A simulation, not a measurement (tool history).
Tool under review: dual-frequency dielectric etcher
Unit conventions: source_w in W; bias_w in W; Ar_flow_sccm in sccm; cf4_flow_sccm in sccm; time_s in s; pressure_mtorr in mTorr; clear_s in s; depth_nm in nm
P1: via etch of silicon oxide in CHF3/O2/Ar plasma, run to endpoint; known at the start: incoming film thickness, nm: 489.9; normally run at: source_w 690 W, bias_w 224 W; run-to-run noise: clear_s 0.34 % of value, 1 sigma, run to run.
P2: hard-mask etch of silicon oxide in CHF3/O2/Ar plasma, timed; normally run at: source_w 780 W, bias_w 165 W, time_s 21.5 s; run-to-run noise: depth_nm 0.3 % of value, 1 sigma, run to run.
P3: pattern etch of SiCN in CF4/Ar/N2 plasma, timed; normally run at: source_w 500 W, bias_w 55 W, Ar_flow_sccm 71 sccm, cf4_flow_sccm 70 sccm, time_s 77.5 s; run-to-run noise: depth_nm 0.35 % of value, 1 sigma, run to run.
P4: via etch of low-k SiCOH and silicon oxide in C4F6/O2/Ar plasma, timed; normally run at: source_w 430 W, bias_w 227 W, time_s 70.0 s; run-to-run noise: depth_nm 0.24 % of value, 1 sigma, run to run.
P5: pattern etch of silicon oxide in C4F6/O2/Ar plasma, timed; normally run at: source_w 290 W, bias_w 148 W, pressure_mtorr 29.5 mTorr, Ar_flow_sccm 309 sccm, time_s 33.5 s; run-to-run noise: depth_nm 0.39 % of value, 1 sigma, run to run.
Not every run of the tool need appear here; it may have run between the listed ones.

run   hour  process  source_w  bias_w  Ar_flow_sccm  cf4_flow_sccm  time_s  pressure_mtorr  hours since the last wet clean  hours since the last source power generator calibration  hours since the last bias power generator calibration  clear_s  depth_nm
  1    2.4       P1       690     224                                                                                189.7                                                   2176.7                                                  502.6   216.94
  2    5.2       P1       510     154                                                                                192.5                                                   2179.5                                                  505.4   276.68
  3    9.0       P1       690     133                                                                                196.3                                                   2183.3                                                  509.2   259.89
  4   11.8       P3       610      55            71             70    77.5                                           199.1                                                   2186.1                                                  512.0             85.094
  5   16.0       P1       480     224                                                                                203.3                                                   2190.3                                                  516.2   250.50
  6   20.3       P3       500      55            71             57    77.5                                           207.6                                                   2194.6                                                  520.5             68.795
      22.7  -- bias power generator calibrated
  7   24.7       P4       560     227                                 70.0                                           212.0                                                   2199.0                                                    2.0            231.270
  8   28.9       P4       430     227                                 52.5                                           216.2                                                   2203.2                                                    6.2            156.370
  9   32.1       P3       500      55            71             70   100.0                                           219.4                                                   2206.4                                                    9.4             91.634
 10   35.6       P5       200     148           309                   33.5            29.5                           222.9                                                   2209.9                                                   12.9             76.123
 11   38.1       P2       780     165                                 21.5                                           225.4                                                   2212.4                                                   15.4             46.559
 12   41.8       P5       290     148           309                   19.0            29.5                           229.1                                                   2216.1                                                   19.1             49.838
 13   45.8       P4       430     227                                 70.0                                           233.1                                                   2220.1                                                   23.1            208.610
 14   48.0       P1       690     224                                                                                235.3                                                   2222.3                                                   25.3   217.06
 15   51.7       P2       780     229                                 21.5                                           239.0                                                   2226.0                                                   29.0             51.976
 16   56.2       P1       930     224                                                                                243.5                                                   2230.5                                                   33.5   193.82
 17   59.9       P5       290     148           309                   33.5            36.5                           247.2                                                   2234.2                                                   37.2             85.686
 18   64.3       P2      1010     165                                 21.5                                           251.6                                                   2238.6                                                   41.6             51.675
 19   67.3       P4       430     227                                 70.0                                           254.6                                                   2241.6                                                   44.6            209.060
 20   70.3       P1       690     224                                                                                257.6                                                   2244.6                                                   47.6   218.38
 21   74.4       P1       690     224                                                                                261.7                                                   2248.7                                                   51.7   217.77
 22   77.0       P3       500      55            71             70    77.5                                           264.3                                                   2251.3                                                   54.3             70.779
 23   81.6       P1       550     159                                                                                268.9                                                   2255.9                                                   58.9   267.24
 24   86.6       P4       430     164                                 70.0                                           273.9                                                   2260.9                                                   63.9            188.030
 25   89.6       P3       500      41            71             70    77.5                                           276.9                                                   2263.9                                                   66.9             65.147
 26   92.7       P1       900     156                                                                                280.0                                                   2267.0                                                   70.0   220.39
 27   95.0       P5       290     148           180                   33.5            29.5                           282.3                                                   2269.3                                                   72.3             93.013
 28   97.2       P2       780     165                                 31.0                                           284.5                                                   2271.5                                                   74.5             67.073
 29   99.5       P5       290      99           309                   33.5            29.5                           286.8                                                   2273.8                                                   76.8             78.075
 30  103.2       P1       690     288                                                                                290.5                                                   2277.5                                                   80.5   197.90
 31  108.1       P3       500      55            84             70    77.5                                           295.4                                                   2282.4                                                   85.4             69.084
 32  112.5       P5       290     148           309                   33.5            29.5                           299.8                                                   2286.8                                                   89.8             87.506
 33  116.9       P1       690     224                                                                                304.2                                                   2291.2                                                   94.2   219.68
 34  121.0       P1       690     224                                                                                308.3                                                   2295.3                                                   98.3   214.34
     124.3  -- wet clean of the chamber
 35  124.9       P1       690     224                                                                                  0.6                                                   2299.2                                                  102.2   215.28
 36  127.5       P1       690     224                                                                                  3.2                                                   2301.8                                                  104.8   213.51
 37  131.2       P1       690     224                                                                                  6.9                                                   2305.5                                                  108.5   214.13
 38  134.5       P1       690     224                                                                                 10.2                                                   2308.8                                                  111.8   213.41
 39  137.9       P1       690     224                                                                                 13.6                                                   2312.2                                                  115.2   213.82

Something has made what P1 gives creep away from where it was; the 2 causes below, each at its own stated size, fit the log equally well:
A: source power that arrives over what is set, % = 4.56
B: bias power that arrives over what is set, % = 4.97
The process output started creeping at around hour 116.9.
The rest of the possible causes, and what rules out each one:
chamber walls in a state that raises the etch rate, %: work on it at hour 124.3, done after the drift set in, did not restore what the process gave before

Consider the 4 single-wafer check runs listed below, results given as question marks: which one distinguishes between the causes by giving clearly different results for each?
check 1  141.3       P5       290     148           309                   33.5            29.5                                                                                                                                                                  ?
check 2  141.3       P3       500      55            71             70    77.5                                                                                                                                                                                  ?
check 3  141.3       P4       430     227                                 70.0                                                                                                                                                                                  ?
check 4  141.3       P2       780     165                                 21.5                                                                                                                                                                                  ?

How each check would come out, cause by cause:
  check    result     if A     if B
check 1  depth_nm   89.049   88.841
check 2  depth_nm   73.878   72.068
check 3  depth_nm  212.320  212.090
check 4  depth_nm   47.391   47.322
Distance between the nearest two causes, measured in the result of the check that separates them most: check 1 0.23 %; check 2 2.48 %; check 3 0.11 %; check 4 0.15 %
Check 2 is the one run that separates the causes; every other check would come out nearly the same whichever cause is at work.

Then check 2 was run and gave: depth_nm 72.190 nm. Which cause is it?

The cause is B: bias power that arrives over what is set, %.
